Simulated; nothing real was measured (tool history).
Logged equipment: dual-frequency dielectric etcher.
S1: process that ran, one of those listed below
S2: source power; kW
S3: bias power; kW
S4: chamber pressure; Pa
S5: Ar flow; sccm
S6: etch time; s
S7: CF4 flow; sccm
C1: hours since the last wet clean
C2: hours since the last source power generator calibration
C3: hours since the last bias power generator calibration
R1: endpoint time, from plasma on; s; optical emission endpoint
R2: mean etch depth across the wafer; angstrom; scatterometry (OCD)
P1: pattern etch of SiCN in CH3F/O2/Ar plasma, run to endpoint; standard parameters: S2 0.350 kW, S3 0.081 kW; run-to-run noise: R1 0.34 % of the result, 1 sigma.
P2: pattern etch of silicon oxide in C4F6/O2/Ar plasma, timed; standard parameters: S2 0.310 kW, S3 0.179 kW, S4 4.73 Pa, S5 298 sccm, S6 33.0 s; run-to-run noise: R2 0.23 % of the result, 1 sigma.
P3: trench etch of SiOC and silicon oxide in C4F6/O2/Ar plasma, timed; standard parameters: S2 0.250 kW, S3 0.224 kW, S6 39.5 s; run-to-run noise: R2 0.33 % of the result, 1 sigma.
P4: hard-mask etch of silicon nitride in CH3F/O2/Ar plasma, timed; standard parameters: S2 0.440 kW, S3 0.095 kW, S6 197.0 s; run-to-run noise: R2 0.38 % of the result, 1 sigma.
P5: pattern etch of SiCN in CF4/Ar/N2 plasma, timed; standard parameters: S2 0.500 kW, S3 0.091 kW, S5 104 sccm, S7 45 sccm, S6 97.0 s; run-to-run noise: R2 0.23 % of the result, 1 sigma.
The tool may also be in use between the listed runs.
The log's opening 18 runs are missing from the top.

| run | hour | S1 | S2 | S3 | S4 | S5 | S6 | S7 | C1 | C2 | C3 | R1 | R2 |
|---|---|---|---|---|---|---|---|---|---|---|---|---|---|
| 19 | 104.6 | P2 | 0.310 | 0.179 | 4.73 | 298 | 33.0 |  | 348.5 | 585.3 | 1297.6 |  | 936.46 |
| 20 | 110.5 | P5 | 0.500 | 0.091 |  | 104 | 67.0 | 45 | 354.4 | 591.2 | 1303.5 |  | 640.31 |
| 21 | 113.8 | P2 | 0.310 | 0.233 | 4.73 | 298 | 33.0 |  | 357.7 | 594.5 | 1306.8 |  | 1021.50 |
| 22 | 117.1 | P1 | 0.350 | 0.112 |  |  |  |  | 361.0 | 597.8 | 1310.1 | 16.326 |  |
| 23 | 124.3 | P5 | 0.590 | 0.091 |  | 104 | 97.0 | 45 | 368.2 | 605.0 | 1317.3 |  | 1073.70 |
|  | 126.2 | wet clean of the chamber |
| 24 | 128.6 | P5 | 0.500 | 0.091 |  | 104 | 97.0 | 33 | 2.5 | 609.3 | 1321.6 |  | 884.31 |
| 25 | 132.7 | P3 | 0.250 | 0.224 |  |  | 39.5 |  | 6.6 | 613.4 | 1325.7 |  | 704.93 |
| 26 | 137.1 | P2 | 0.180 | 0.179 | 4.73 | 298 | 33.0 |  | 11.0 | 617.8 | 1330.1 |  | 762.49 |
| 27 | 144.1 | P2 | 0.310 | 0.179 | 4.73 | 298 | 33.0 |  | 18.0 | 624.8 | 1337.1 |  | 933.77 |
| 28 | 148.4 | P5 | 0.500 | 0.091 |  | 104 | 97.0 | 45 | 22.3 | 629.1 | 1341.4 |  | 933.15 |

Predict the results of run 29:
| 29 | 154.2 | P3 | 0.250 | 0.224 |  |  | 39.5 |  | 28.1 | 634.9 | 1347.2 |  | ? |

R2: 702.57 angstrom
